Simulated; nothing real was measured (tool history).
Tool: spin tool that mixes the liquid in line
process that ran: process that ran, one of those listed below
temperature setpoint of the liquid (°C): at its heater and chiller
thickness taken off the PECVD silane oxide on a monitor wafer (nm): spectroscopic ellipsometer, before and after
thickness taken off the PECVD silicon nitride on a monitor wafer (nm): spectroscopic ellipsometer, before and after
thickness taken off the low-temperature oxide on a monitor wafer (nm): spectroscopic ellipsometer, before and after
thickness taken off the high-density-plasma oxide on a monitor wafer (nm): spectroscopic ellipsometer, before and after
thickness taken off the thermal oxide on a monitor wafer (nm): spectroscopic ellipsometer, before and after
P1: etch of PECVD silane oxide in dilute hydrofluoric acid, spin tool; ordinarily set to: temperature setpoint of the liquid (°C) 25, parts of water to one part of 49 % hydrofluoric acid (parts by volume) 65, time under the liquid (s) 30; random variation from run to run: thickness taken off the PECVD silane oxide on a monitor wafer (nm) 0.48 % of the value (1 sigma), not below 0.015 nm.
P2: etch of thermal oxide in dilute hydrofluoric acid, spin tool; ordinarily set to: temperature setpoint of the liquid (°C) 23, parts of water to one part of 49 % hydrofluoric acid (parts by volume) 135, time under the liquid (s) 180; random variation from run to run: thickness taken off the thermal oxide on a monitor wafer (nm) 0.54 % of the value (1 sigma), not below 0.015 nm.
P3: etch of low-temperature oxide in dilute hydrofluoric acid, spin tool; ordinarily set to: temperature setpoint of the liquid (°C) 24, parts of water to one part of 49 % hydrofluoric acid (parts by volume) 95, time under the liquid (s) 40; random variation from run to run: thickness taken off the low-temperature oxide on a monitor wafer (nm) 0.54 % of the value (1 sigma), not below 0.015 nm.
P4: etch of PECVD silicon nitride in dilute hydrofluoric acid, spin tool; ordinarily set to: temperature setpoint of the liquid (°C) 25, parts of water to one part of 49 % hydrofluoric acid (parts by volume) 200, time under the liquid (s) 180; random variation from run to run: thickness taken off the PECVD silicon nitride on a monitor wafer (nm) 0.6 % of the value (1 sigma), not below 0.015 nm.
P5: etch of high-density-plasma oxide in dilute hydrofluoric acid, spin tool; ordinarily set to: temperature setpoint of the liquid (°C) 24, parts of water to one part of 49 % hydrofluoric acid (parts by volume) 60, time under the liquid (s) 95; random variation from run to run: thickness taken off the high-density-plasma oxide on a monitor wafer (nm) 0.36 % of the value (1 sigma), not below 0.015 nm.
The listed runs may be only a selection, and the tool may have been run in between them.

| run | hour | process that ran | temperature setpoint of the liquid (°C) | parts of water to one part of 49 % hydrofluoric acid (parts by volume) | time under the liquid (s) | hours since the thermometer was replaced | hours since the hydrofluoric acid flow meter was replaced | thickness taken off the PECVD silane oxide on a monitor wafer (nm) | thickness taken off the PECVD silicon nitride on a monitor wafer (nm) | thickness taken off the low-temperature oxide on a monitor wafer (nm) | thickness taken off the high-density-plasma oxide on a monitor wafer (nm) | thickness taken off the thermal oxide on a monitor wafer (nm) |
|---|---|---|---|---|---|---|---|---|---|---|---|---|
| 1 | 6.5 | P1 | 25 | 65 | 30 | 151.4 | 564.2 | 11.931 |  |  |  |  |
| 2 | 13.1 | P4 | 25 | 200 | 180 | 158 | 570.8 |  | 5.5352 |  |  |  |
| 3 | 27.8 | P3 | 24 | 95 | 75 | 172.7 | 585.5 |  |  | 15.551 |  |  |
| 4 | 41.5 | P5 | 19.5 | 60 | 95 | 186.4 | 599.2 |  |  |  | 11.031 |  |
| 5 | 56.4 | P4 | 28.5 | 200 | 180 | 201.3 | 614.1 |  | 6.8983 |  |  |  |
| 6 | 63.6 | P2 | 23 | 135 | 265 | 208.5 | 621.3 |  |  |  |  | 8.8594 |
| 7 | 74.8 | P3 | 24 | 95 | 40 | 219.7 | 632.5 |  |  | 8.2611 |  |  |
| 8 | 85.3 | P4 | 25 | 110 | 180 | 230.2 | 643 |  | 10.046 |  |  |  |
| 9 | 93.5 | P1 | 29 | 30 | 30 | 238.4 | 651.2 | 32.218 |  |  |  |  |
| 10 | 102.5 | P1 | 25 | 20 | 15 | 247.4 | 660.2 | 20.678 |  |  |  |  |
| 11 | 112.9 | P1 | 17 | 65 | 30 | 257.8 | 670.6 | 8.5556 |  |  |  |  |
| 12 | 126.9 | P3 | 30.5 | 95 | 40 | 271.8 | 684.6 |  |  | 10.61 |  |  |
|  | 130.6 | hydrofluoric acid flow meter replaced |
| 13 | 137.2 | P2 | 23 | 135 | 180 | 282.1 | 6.7 |  |  |  |  | 5.9935 |
| 14 | 146.4 | P1 | 25 | 65 | 30 | 291.3 | 15.9 | 11.953 |  |  |  |  |
| 15 | 159.5 | P1 | 25 | 20 | 30 | 304.4 | 29 | 41.277 |  |  |  |  |
| 16 | 166.1 | P1 | 25 | 65 | 30 | 311 | 35.6 | 12.044 |  |  |  |  |
| 17 | 174.1 | P1 | 25 | 65 | 30 | 319 | 43.6 | 11.948 |  |  |  |  |
| 18 | 185.8 | P1 | 25 | 65 | 30 | 330.7 | 55.3 | 11.918 |  |  |  |  |
| 19 | 192.3 | P5 | 24 | 30 | 95 | 337.2 | 61.8 |  |  |  | 27.497 |  |
| 20 | 202.6 | P3 | 24 | 95 | 40 | 347.5 | 72.1 |  |  | 8.2732 |  |  |
| 21 | 212.7 | P2 | 17 | 135 | 180 | 357.6 | 82.2 |  |  |  |  | 4.7446 |
|  | 214.9 | thermometer replaced |
| 22 | 222 | P3 | 24 | 30 | 40 | 7.1 | 91.5 |  |  | 28.392 |  |  |
| 23 | 235.9 | P1 | 25 | 65 | 60 | 21 | 105.4 | 23.955 |  |  |  |  |
| 24 | 242.5 | P4 | 25 | 200 | 180 | 27.6 | 112 |  | 5.5617 |  |  |  |
| 25 | 253.6 | P1 | 31.5 | 65 | 30 | 38.7 | 123.1 | 15.366 |  |  |  |  |
| 26 | 263.4 | P4 | 25 | 200 | 270 | 48.5 | 132.9 |  | 8.4121 |  |  |  |
| 27 | 278.4 | P2 | 23 | 235 | 180 | 63.5 | 147.9 |  |  |  |  | 3.1281 |
| 28 | 290.2 | P1 | 25 | 65 | 15 | 75.3 | 159.7 | 6.0008 |  |  |  |  |
| 29 | 297.7 | P1 | 18.5 | 35 | 30 | 82.8 | 167.2 | 17.553 |  |  |  |  |
| 30 | 307 | P5 | 24 | 60 | 95 | 92.1 | 176.5 |  |  |  | 13.225 |  |
| 31 | 317.6 | P1 | 25 | 100 | 30 | 102.7 | 187.1 | 7.4172 |  |  |  |  |
| 32 | 325 | P5 | 24 | 60 | 15 | 110.1 | 194.5 |  |  |  | 2.0777 |  |
| 33 | 336.7 | P1 | 25 | 65 | 30 | 121.8 | 206.2 | 11.966 |  |  |  |  |
| 34 | 350.2 | P1 | 25 | 65 | 30 | 135.3 | 219.7 | 12.717 |  |  |  |  |
| 35 | 357 | P1 | 25 | 65 | 30 | 142.1 | 226.5 | 12.795 |  |  |  |  |
| 36 | 364.9 | P1 | 25 | 65 | 30 | 150 | 234.4 | 13.011 |  |  |  |  |
| 37 | 372.6 | P1 | 25 | 65 | 30 | 157.7 | 242.1 | 13.097 |  |  |  |  |
| 38 | 383.4 | P1 | 25 | 65 | 30 | 168.5 | 252.9 | 13.106 |  |  |  |  |
| 39 | 395.3 | P1 | 25 | 65 | 30 | 180.4 | 264.8 | 13.149 |  |  |  |  |

Something has made what P1 gives creep away from where it was; the 2 causes below, each at its own stated size, fit the log equally well:
A: liquid hotter than its thermometer reads (K) = 2.38
B: hydrofluoric acid flow above the setpoint (%) = 9.16
The onset of the drift is placed at about hour 336.7.

Each of the 4 check runs below uses one wafer; its results are left as question marks. Which run tells the causes apart?
| check 1 | 407.2 | P2 | 23 | 135 | 180 |  |  |  |  |  |  | ? |
| check 2 | 407.2 | P5 | 24 | 60 | 95 |  |  |  |  |  | ? |  |
| check 3 | 407.2 | P4 | 25 | 200 | 180 |  |  |  | ? |  |  |  |
| check 4 | 407.2 | P3 | 24 | 95 | 40 |  |  |  |  | ? |  |  |

If the cause were each of the candidates in turn, the checks would give the following:
| check | result | if A | if B |
|---|---|---|---|
| check 1 | thickness taken off the thermal oxide on a monitor wafer (nm) | 6.6176 | 6.6767 |
| check 2 | thickness taken off the high-density-plasma oxide on a monitor wafer (nm) | 14.567 | 14.537 |
| check 3 | thickness taken off the PECVD silicon nitride on a monitor wafer (nm) | 6.4366 | 6.0598 |
| check 4 | thickness taken off the low-temperature oxide on a monitor wafer (nm) | 9.087 | 9.1227 |
Distance between the nearest two causes, measured in the result of the check that separates them most: check 1 0.89 %; check 2 0.21 %; check 3 6.03 %; check 4 0.39 %
Check 3 is the one run that separates the causes; every other check would come out nearly the same whichever cause is at work.

Then check 3 was run and gave: thickness taken off the PECVD silicon nitride on a monitor wafer (nm) 6.4438. Which cause is it?

It is A: liquid hotter than its thermometer reads (K).
